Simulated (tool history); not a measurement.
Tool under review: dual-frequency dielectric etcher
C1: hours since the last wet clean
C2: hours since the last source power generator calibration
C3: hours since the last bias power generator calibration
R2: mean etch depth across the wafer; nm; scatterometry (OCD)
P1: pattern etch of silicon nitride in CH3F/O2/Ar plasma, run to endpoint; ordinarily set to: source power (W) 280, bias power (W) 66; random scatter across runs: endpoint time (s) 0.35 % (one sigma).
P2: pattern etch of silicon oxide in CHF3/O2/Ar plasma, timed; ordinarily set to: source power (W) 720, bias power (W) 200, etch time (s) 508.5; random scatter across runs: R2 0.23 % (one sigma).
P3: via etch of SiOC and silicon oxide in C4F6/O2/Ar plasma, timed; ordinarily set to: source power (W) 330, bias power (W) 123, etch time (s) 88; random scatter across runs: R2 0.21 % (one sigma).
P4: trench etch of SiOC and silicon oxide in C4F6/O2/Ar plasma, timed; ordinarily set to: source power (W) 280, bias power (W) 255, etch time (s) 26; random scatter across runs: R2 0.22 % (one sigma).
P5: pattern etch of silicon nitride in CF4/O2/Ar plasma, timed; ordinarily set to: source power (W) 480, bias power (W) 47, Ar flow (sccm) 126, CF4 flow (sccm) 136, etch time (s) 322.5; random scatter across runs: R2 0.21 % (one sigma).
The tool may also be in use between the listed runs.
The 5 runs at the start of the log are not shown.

{"run": 6, "hour": 41.6, "process that ran": "P4", "source power (W)": 190, "bias power (W)": 255, "etch time (s)": 26, "C1": 362, "C2": 386.5, "C3": 2507.8, "R2": 44.469}
{"run": 7, "hour": 48.3, "process that ran": "P5", "source power (W)": 480, "bias power (W)": 62, "Ar flow (sccm)": 126, "CF4 flow (sccm)": 136, "etch time (s)": 322.5, "C1": 368.7, "C2": 393.2, "C3": 2514.5, "R2": 643.46}
{"run": 8, "hour": 56.8, "process that ran": "P5", "source power (W)": 480, "bias power (W)": 47, "Ar flow (sccm)": 126, "CF4 flow (sccm)": 136, "etch time (s)": 322.5, "C1": 377.2, "C2": 401.7, "C3": 2523, "R2": 577.6}
{"run": 9, "hour": 63.2, "process that ran": "P2", "source power (W)": 720, "bias power (W)": 200, "etch time (s)": 393.5, "C1": 383.6, "C2": 408.1, "C3": 2529.4, "R2": 868.24}
{"run": 10, "hour": 67.7, "process that ran": "P1", "source power (W)": 280, "bias power (W)": 66, "C1": 388.1, "C2": 412.6, "C3": 2533.9, "endpoint time (s)": 83.196}
{"run": 11, "hour": 71.9, "process that ran": "P1", "source power (W)": 330, "bias power (W)": 46, "C1": 392.3, "C2": 416.8, "C3": 2538.1, "endpoint time (s)": 88.152}
{"hour": 73.1, "done": "bias power generator calibrated"}
{"run": 12, "hour": 80.5, "process that ran": "P1", "source power (W)": 390, "bias power (W)": 66, "C1": 400.9, "C2": 425.4, "C3": 7.5, "endpoint time (s)": 73.534}
{"run": 13, "hour": 87.4, "process that ran": "P5", "source power (W)": 590, "bias power (W)": 47, "Ar flow (sccm)": 126, "CF4 flow (sccm)": 136, "etch time (s)": 322.5, "C1": 407.8, "C2": 432.3, "C3": 14.4, "R2": 694.39}
{"run": 14, "hour": 94.7, "process that ran": "P2", "source power (W)": 720, "bias power (W)": 150, "etch time (s)": 508.5, "C1": 415.1, "C2": 439.6, "C3": 21.7, "R2": 1022.6}
{"run": 15, "hour": 102.2, "process that ran": "P1", "source power (W)": 190, "bias power (W)": 66, "C1": 422.6, "C2": 447.1, "C3": 29.2, "endpoint time (s)": 95.411}
{"run": 16, "hour": 106.8, "process that ran": "P4", "source power (W)": 280, "bias power (W)": 255, "etch time (s)": 32.5, "C1": 427.2, "C2": 451.7, "C3": 33.8, "R2": 64.422}
{"run": 17, "hour": 112.1, "process that ran": "P3", "source power (W)": 430, "bias power (W)": 123, "etch time (s)": 88, "C1": 432.5, "C2": 457, "C3": 39.1, "R2": 94.063}
{"run": 18, "hour": 117.4, "process that ran": "P1", "source power (W)": 170, "bias power (W)": 52, "C1": 437.8, "C2": 462.3, "C3": 44.4, "endpoint time (s)": 109}
{"run": 19, "hour": 121.7, "process that ran": "P4", "source power (W)": 280, "bias power (W)": 255, "etch time (s)": 26, "C1": 442.1, "C2": 466.6, "C3": 48.7, "R2": 51.596}
{"run": 20, "hour": 130.4, "process that ran": "P3", "source power (W)": 330, "bias power (W)": 123, "etch time (s)": 53, "C1": 450.8, "C2": 475.3, "C3": 57.4, "R2": 51.083}
{"run": 21, "hour": 137.6, "process that ran": "P5", "source power (W)": 480, "bias power (W)": 47, "Ar flow (sccm)": 173, "CF4 flow (sccm)": 136, "etch time (s)": 322.5, "C1": 458, "C2": 482.5, "C3": 64.6, "R2": 556.54}
{"run": 22, "hour": 143.0, "process that ran": "P5", "source power (W)": 480, "bias power (W)": 47, "Ar flow (sccm)": 126, "CF4 flow (sccm)": 136, "etch time (s)": 322.5, "C1": 463.4, "C2": 487.9, "C3": 70, "R2": 580.95}
{"run": 23, "hour": 151.5, "process that ran": "P2", "source power (W)": 720, "bias power (W)": 200, "etch time (s)": 508.5, "C1": 471.9, "C2": 496.4, "C3": 78.5, "R2": 1123.8}
{"run": 24, "hour": 157.1, "process that ran": "P1", "source power (W)": 280, "bias power (W)": 66, "C1": 477.5, "C2": 502, "C3": 84.1, "endpoint time (s)": 83.386}
{"run": 25, "hour": 162.0, "process that ran": "P3", "source power (W)": 330, "bias power (W)": 123, "etch time (s)": 88, "C1": 482.4, "C2": 506.9, "C3": 89, "R2": 84.809}
{"run": 26, "hour": 170.6, "process that ran": "P4", "source power (W)": 280, "bias power (W)": 255, "etch time (s)": 26, "C1": 491, "C2": 515.5, "C3": 97.6, "R2": 51.52}
{"run": 27, "hour": 178.0, "process that ran": "P1", "source power (W)": 280, "bias power (W)": 66, "C1": 498.4, "C2": 522.9, "C3": 105, "endpoint time (s)": 82.929}
{"run": 28, "hour": 181.9, "process that ran": "P2", "source power (W)": 520, "bias power (W)": 200, "etch time (s)": 508.5, "C1": 502.3, "C2": 526.8, "C3": 108.9, "R2": 994.71}

Estimate the outcome of run 29 from the log above:
{"run": 29, "hour": 188.7, "process that ran": "P5", "source power (W)": 480, "bias power (W)": 47, "Ar flow (sccm)": 126, "CF4 flow (sccm)": 136, "etch time (s)": 461, "C1": 509.1, "C2": 533.6, "C3": 115.7, "R2": "?"}

Run 29 came out at R2 828.3 nm.

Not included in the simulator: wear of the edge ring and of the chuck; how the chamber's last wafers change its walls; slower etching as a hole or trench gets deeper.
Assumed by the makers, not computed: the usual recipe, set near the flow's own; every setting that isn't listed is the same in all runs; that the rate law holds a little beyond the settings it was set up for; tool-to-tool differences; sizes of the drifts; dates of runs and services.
